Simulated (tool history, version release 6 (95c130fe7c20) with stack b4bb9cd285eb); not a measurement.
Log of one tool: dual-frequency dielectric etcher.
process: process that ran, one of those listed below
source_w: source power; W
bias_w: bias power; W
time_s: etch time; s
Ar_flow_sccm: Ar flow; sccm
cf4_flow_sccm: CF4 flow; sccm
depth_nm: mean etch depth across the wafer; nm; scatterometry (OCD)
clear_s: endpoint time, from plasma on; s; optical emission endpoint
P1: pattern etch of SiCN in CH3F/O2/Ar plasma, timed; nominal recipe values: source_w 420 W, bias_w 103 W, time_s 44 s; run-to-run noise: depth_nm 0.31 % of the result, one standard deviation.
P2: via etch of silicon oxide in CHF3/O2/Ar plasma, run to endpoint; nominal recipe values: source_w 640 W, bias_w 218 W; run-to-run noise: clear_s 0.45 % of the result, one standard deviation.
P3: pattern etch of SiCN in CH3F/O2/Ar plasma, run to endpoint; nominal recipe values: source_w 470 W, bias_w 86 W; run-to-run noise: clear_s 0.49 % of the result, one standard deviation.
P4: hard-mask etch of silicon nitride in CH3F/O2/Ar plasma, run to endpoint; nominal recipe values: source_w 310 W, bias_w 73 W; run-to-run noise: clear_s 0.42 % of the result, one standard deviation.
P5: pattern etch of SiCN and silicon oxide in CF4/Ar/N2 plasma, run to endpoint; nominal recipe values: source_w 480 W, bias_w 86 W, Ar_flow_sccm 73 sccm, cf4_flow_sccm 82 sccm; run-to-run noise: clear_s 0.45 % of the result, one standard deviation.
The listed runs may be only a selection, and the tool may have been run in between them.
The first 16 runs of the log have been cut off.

run,hour,process,source_w,bias_w,time_s,Ar_flow_sccm,cf4_flow_sccm,depth_nm,clear_s
17,103.8,P1,320,103,44,,,17.016,
18,109.4,P3,470,86,,,,,16.043
19,114.5,P1,420,103,44,,,18.872,
20,120.8,P5,480,110,,73,82,,7.6229
21,125.3,P1,420,103,44,,,18.882,
22,132.9,P1,420,103,44,,,18.781,
23,140.2,P1,420,82,63.5,,,24.767,
24,144.4,P1,420,103,55.5,,,23.533,
25,151.8,P1,310,136,44,,,18.837,
26,157.6,P4,310,87,,,,,59.069
# hour 162.5: source power generator calibrated
27,163.5,P5,660,86,,73,82,,6.2344
28,169.5,P1,420,138,44,,,21.009,
29,173.9,P1,420,103,28.5,,,12.106,
30,178.6,P3,350,86,,,,,18.062
31,182.7,P1,420,103,44,,,18.771,
32,187.2,P1,420,103,44,,,18.893,
33,191.2,P1,420,103,44,,,18.972,
34,197.2,P1,420,103,44,,,18.949,
35,205.1,P1,420,103,44,,,19.006,
36,211.6,P1,420,103,44,,,19.028,

Run 37, settings as shown, results not yet in. Your forecast:
# hour 214.6: wet clean of the chamber
37,215.8,P1,420,103,44,,,?,

{"run 37": {"depth_nm": 19.113}}
